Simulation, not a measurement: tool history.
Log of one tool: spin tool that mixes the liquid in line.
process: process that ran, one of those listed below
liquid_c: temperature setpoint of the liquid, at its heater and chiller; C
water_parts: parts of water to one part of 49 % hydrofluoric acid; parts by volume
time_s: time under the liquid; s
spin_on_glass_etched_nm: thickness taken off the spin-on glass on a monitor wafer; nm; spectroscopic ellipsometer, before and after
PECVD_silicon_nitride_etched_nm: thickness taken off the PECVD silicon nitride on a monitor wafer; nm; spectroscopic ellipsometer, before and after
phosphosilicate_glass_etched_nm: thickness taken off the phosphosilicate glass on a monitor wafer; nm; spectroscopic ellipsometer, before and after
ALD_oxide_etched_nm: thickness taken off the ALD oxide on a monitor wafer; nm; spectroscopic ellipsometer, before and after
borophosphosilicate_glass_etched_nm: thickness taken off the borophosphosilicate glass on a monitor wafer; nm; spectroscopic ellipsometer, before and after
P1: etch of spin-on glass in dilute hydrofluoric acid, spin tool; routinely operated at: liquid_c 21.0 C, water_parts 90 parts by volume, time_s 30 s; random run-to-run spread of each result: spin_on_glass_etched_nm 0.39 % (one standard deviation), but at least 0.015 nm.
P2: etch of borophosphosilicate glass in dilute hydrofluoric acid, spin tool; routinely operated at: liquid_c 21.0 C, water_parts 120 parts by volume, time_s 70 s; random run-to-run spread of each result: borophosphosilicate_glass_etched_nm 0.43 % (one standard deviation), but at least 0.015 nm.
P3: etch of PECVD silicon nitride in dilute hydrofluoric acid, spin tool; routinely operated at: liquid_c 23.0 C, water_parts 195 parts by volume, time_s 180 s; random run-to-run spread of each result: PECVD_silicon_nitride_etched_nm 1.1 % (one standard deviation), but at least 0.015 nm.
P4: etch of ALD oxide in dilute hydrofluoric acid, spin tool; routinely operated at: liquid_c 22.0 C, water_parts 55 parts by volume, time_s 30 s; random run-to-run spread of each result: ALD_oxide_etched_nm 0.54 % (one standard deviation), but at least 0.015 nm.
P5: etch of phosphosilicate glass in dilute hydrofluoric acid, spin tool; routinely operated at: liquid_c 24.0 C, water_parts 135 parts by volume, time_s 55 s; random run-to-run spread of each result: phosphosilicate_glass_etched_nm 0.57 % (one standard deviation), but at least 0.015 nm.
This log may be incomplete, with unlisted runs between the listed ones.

run   hour  process  liquid_c  water_parts  time_s  hours since the thermometer was replaced  hours since the hydrofluoric acid flow meter was replaced  spin_on_glass_etched_nm  PECVD_silicon_nitride_etched_nm  phosphosilicate_glass_etched_nm  ALD_oxide_etched_nm  borophosphosilicate_glass_etched_nm
  1   11.5       P1      21.0           90      30                                     695.2                                                      515.9                  10.5050
  2   21.3       P3      17.0          195     180                                     705.0                                                      525.7                                                   1.21950
  3   28.9       P5      24.0           40      55                                     712.6                                                      533.3                                                                                    96.4130
  4   38.1       P5      24.0          135      55                                     721.8                                                      542.5                                                                                    25.5590
  5   46.5       P1      21.0           90      30                                     730.2                                                      550.9                  10.4810
  6   52.7       P1      28.5           90      30                                     736.4                                                      557.1                  14.0790
  7   58.4       P4      22.0           55      30                                     742.1                                                      562.8                                                                                                         11.1780
  8   68.2       P4      30.0           55      30                                     751.9                                                      572.6                                                                                                         15.3770
  9   79.2       P1      21.0           90      30                                     762.9                                                      583.6                  10.5810
 10   88.6       P1      21.0          160      30                                     772.3                                                      593.0                   5.4911
 11   95.6       P2      21.0          120     130                                     779.3                                                      600.0                                                                                                                                               53.755
 12  101.6       P5      24.0          135      15                                     785.3                                                      606.0                                                                                     6.9345
 13  107.8       P5      32.0          135      55                                     791.5                                                      612.2                                                                                    34.5230
 14  119.0       P1      21.0           90      30                                     802.7                                                      623.4                  10.5240
 15  126.6       P1      21.0           90      30                                     810.3                                                      631.0                  10.5070
 16  138.2       P1      17.0           90      30                                     821.9                                                      642.6                   8.9110
 17  146.6       P4      22.0           55      15                                     830.3                                                      651.0                                                                                                          5.5667
 18  156.6       P2      21.0           75      70                                     840.3                                                      661.0                                                                                                                                               48.432
 19  167.2       P3      23.0          360     180                                     850.9                                                      671.6                                                   0.99423
 20  178.0       P4      22.0           55      30                                     861.7                                                      682.4                                                                                                         11.0940
 21  187.0       P4      22.0          100      30                                     870.7                                                      691.4                                                                                                          5.8300
 22  194.3       P2      17.0          120      70                                     878.0                                                      698.7                                                                                                                                               24.375
 23  201.2       P1      21.0           40      30                                     884.9                                                      705.6                  25.0380
 24  211.6       P1      21.0           90      30                                     895.3                                                      716.0                  10.5060
 25  219.6       P3      23.0          195     275                                     903.3                                                      724.0                                                   2.75120
 26  227.0       P1      21.0           90      65                                     910.7                                                      731.4                  22.8360
 27  237.6       P2      21.0          120      70                                     921.3                                                      742.0                                                                                                                                               28.664
 28  244.8       P1      21.0           90      15                                     928.5                                                      749.2                   5.2698
 29  252.3       P3      23.0          195     180                                     936.0                                                      756.7                                                   1.79720
 30  258.1       P2      21.0          120      70                                     941.8                                                      762.5                                                                                                                                               28.828
 31  267.4       P1      17.5           90      60                                     951.1                                                      771.8                  18.2900
 32  277.3       P1      21.0           90      30                                     961.0                                                      781.7                  10.4510
 33  289.2       P1      21.0           90      30                                     972.9                                                      793.6                  10.0740
 34  298.5       P1      21.0           90      30                                     982.2                                                      802.9                   9.8461
 35  310.1       P1      21.0           90      30                                     993.8                                                      814.5                   9.7823
 36  318.9       P1      21.0           90      30                                    1002.6                                                      823.3                   9.6629

Run 37 comes next. What will it give?
 37  329.4       P1      21.0           90      30                                    1013.1                                                      833.8                        ?

Run 37 yielded spin_on_glass_etched_nm 9.6099 nm.

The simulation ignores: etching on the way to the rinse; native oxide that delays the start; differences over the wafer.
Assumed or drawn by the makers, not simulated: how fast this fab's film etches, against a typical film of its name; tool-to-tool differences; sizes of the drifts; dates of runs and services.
